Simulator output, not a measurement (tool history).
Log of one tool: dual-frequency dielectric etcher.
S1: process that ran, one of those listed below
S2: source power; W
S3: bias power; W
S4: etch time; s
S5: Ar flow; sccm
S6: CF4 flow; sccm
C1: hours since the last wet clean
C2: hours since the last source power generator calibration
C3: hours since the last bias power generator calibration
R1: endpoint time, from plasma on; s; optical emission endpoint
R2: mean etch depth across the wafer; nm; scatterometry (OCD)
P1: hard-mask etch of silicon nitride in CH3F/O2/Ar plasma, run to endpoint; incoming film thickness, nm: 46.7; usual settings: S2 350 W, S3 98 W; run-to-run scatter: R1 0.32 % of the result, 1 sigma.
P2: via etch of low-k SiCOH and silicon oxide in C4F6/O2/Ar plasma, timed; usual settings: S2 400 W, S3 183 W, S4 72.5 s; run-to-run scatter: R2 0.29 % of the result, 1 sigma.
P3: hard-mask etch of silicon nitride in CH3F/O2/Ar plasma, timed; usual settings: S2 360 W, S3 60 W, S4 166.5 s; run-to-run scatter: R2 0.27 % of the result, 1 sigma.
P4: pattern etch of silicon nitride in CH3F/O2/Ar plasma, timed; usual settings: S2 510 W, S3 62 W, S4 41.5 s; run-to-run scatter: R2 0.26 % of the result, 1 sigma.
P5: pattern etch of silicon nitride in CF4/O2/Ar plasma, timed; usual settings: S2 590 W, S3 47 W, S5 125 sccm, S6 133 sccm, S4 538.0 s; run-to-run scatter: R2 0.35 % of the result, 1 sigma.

run 1 hour=3.7 | S1=P1 S2=350 S3=98 | C1=124.8 C2=1173.8 C3=1446.0 | R1=64.100
run 2 hour=9.2 | S1=P1 S2=350 S3=98 | C1=130.3 C2=1179.3 C3=1451.5 | R1=64.215
run 3 hour=15.8 | S1=P2 S2=400 S3=223 S4=72.5 | C1=136.9 C2=1185.9 C3=1458.1 | R2=204.060
run 4 hour=22.5 | S1=P1 S2=480 S3=62 | C1=143.6 C2=1192.6 C3=1464.8 | R1=66.289
run 5 hour=29.1 | S1=P5 S2=590 S3=47 S4=538.0 S5=95 S6=133 | C1=150.2 C2=1199.2 C3=1471.4 | R2=1168.600
run 6 hour=32.4 | S1=P4 S2=510 S3=62 S4=23.0 | C1=153.5 C2=1202.5 C3=1474.7 | R2=16.182
run 7 hour=37.5 | S1=P5 S2=590 S3=47 S4=538.0 S5=125 S6=133 | C1=158.6 C2=1207.6 C3=1479.8 | R2=1134.300
run 8 hour=41.7 | S1=P2 S2=400 S3=183 S4=72.5 | C1=162.8 C2=1211.8 C3=1484.0 | R2=192.880
-- hour=43.4 source power generator calibrated
run 9 hour=48.0 | S1=P5 S2=470 S3=47 S4=538.0 S5=125 S6=133 | C1=169.1 C2=4.6 C3=1490.3 | R2=925.000
run 10 hour=52.3 | S1=P3 S2=360 S3=40 S4=166.5 | C1=173.4 C2=8.9 C3=1494.6 | R2=90.278
run 11 hour=58.1 | S1=P1 S2=350 S3=126 | C1=179.2 C2=14.7 C3=1500.4 | R1=58.488
run 12 hour=62.1 | S1=P1 S2=420 S3=98 | C1=183.2 C2=18.7 C3=1504.4 | R1=59.998
run 13 hour=67.9 | S1=P3 S2=360 S3=60 S4=166.5 | C1=189.0 C2=24.5 C3=1510.2 | R2=102.340
run 14 hour=72.5 | S1=P5 S2=590 S3=47 S4=538.0 S5=125 S6=161 | C1=193.6 C2=29.1 C3=1514.8 | R2=1159.200
run 15 hour=78.7 | S1=P3 S2=360 S3=60 S4=221.0 | C1=199.8 C2=35.3 C3=1521.0 | R2=135.310
run 16 hour=83.9 | S1=P3 S2=500 S3=60 S4=166.5 | C1=205.0 C2=40.5 C3=1526.2 | R2=116.330
run 17 hour=87.6 | S1=P1 S2=270 S3=98 | C1=208.7 C2=44.2 C3=1529.9 | R1=69.928
run 18 hour=91.3 | S1=P5 S2=590 S3=57 S4=538.0 S5=125 S6=133 | C1=212.4 C2=47.9 C3=1533.6 | R2=1213.900
run 19 hour=96.7 | S1=P4 S2=310 S3=62 S4=41.5 | C1=217.8 C2=53.3 C3=1539.0 | R2=24.144
run 20 hour=101.5 | S1=P4 S2=510 S3=84 S4=41.5 | C1=222.6 C2=58.1 C3=1543.8 | R2=32.335
run 21 hour=106.8 | S1=P1 S2=350 S3=98 | C1=227.9 C2=63.4 C3=1549.1 | R1=64.146
run 22 hour=112.4 | S1=P5 S2=590 S3=47 S4=538.0 S5=125 S6=133 | C1=233.5 C2=69.0 C3=1554.7 | R2=1119.100
run 23 hour=116.9 | S1=P1 S2=350 S3=66 | C1=238.0 C2=73.5 C3=1559.2 | R1=74.002
run 24 hour=123.3 | S1=P4 S2=510 S3=62 S4=41.5 | C1=244.4 C2=79.9 C3=1565.6 | R2=29.250
run 25 hour=127.2 | S1=P2 S2=510 S3=183 S4=72.5 | C1=248.3 C2=83.8 C3=1569.5 | R2=212.090
run 26 hour=133.5 | S1=P1 S2=350 S3=98 | C1=254.6 C2=90.1 C3=1575.8 | R1=64.004
run 27 hour=137.9 | S1=P2 S2=400 S3=183 S4=40.0 | C1=259.0 C2=94.5 C3=1580.2 | R2=106.180
run 28 hour=143.5 | S1=P1 S2=350 S3=98 | C1=264.6 C2=100.1 C3=1585.8 | R1=63.972
run 29 hour=146.6 | S1=P4 S2=510 S3=62 S4=41.5 | C1=267.7 C2=103.2 C3=1588.9 | R2=29.197
run 30 hour=151.3 | S1=P5 S2=590 S3=47 S4=417.0 S5=125 S6=133 | C1=272.4 C2=107.9 C3=1593.6 | R2=883.710
run 31 hour=155.3 | S1=P1 S2=350 S3=98 | C1=276.4 C2=111.9 C3=1597.6 | R1=64.350
run 32 hour=161.7 | S1=P1 S2=350 S3=98 | C1=282.8 C2=118.3 C3=1604.0 | R1=63.765
run 33 hour=167.8 | S1=P1 S2=350 S3=98 | C1=288.9 C2=124.4 C3=1610.1 | R1=63.440
run 34 hour=173.0 | S1=P1 S2=350 S3=98 | C1=294.1 C2=129.6 C3=1615.3 | R1=63.352
run 35 hour=179.0 | S1=P1 S2=350 S3=98 | C1=300.1 C2=135.6 C3=1621.3 | R1=63.177
-- hour=185.2 wet clean of the chamber
run 36 hour=185.5 | S1=P1 S2=350 S3=98 | C1=0.4 C2=142.1 C3=1627.8 | R1=62.925
run 37 hour=188.8 | S1=P1 S2=350 S3=98 | C1=3.7 C2=145.4 C3=1631.1 | R1=62.858
run 38 hour=194.1 | S1=P1 S2=350 S3=98 | C1=9.0 C2=150.7 C3=1636.4 | R1=63.213
run 39 hour=200.5 | S1=P1 S2=350 S3=98 | C1=15.4 C2=157.1 C3=1642.8 | R1=63.252
run 40 hour=204.6 | S1=P1 S2=350 S3=98 | C1=19.5 C2=161.2 C3=1646.9 | R1=63.263

What P1 gives has crept away from where it was. These 2 causes fit the log equally well, each at the size given:
A: bias power that arrives over what is set, % = 4.37
B: source power that arrives over what is set, % = 4.35
The creep began at about hour 155.3.
Why every other cause is out:
chamber walls in a state that raises the etch rate, %: serviced at hour 185.2, which brought nothing back

4 check runs are offered, each on 2 wafers whose results are averaged, their results left as question marks. Which one tells the causes apart?
run check 1 hour=208.7 | S1=P3 S2=480 S3=60 S4=166.5 | R2=?
run check 2 hour=208.7 | S1=P2 S2=490 S3=183 S4=46.0 | R2=?
run check 3 hour=208.7 | S1=P5 S2=590 S3=47 S4=425.0 S5=125 S6=133 | R2=?
run check 4 hour=208.7 | S1=P4 S2=310 S3=77 S4=41.5 | R2=?

What each check would give under each cause:
check=check_1 result=R2 if_A=115.700 if_B=115.990
check=check_2 result=R2 if_A=133.660 if_B=134.090
check=check_3 result=R2 if_A=907.000 if_B=926.930
check=check_4 result=R2 if_A=26.327 if_B=26.347
How far apart the two closest causes lie, in the result that separates them most: check 1 0.25 %; check 2 0.32 %; check 3 2.17 %; check 4 0.08 %
Check 3 tells the causes apart: in the others they would give nearly the same result.

Then check 3 was run and gave: R2 904.840 nm. Which cause is it?

It is A: bias power that arrives over what is set, %.
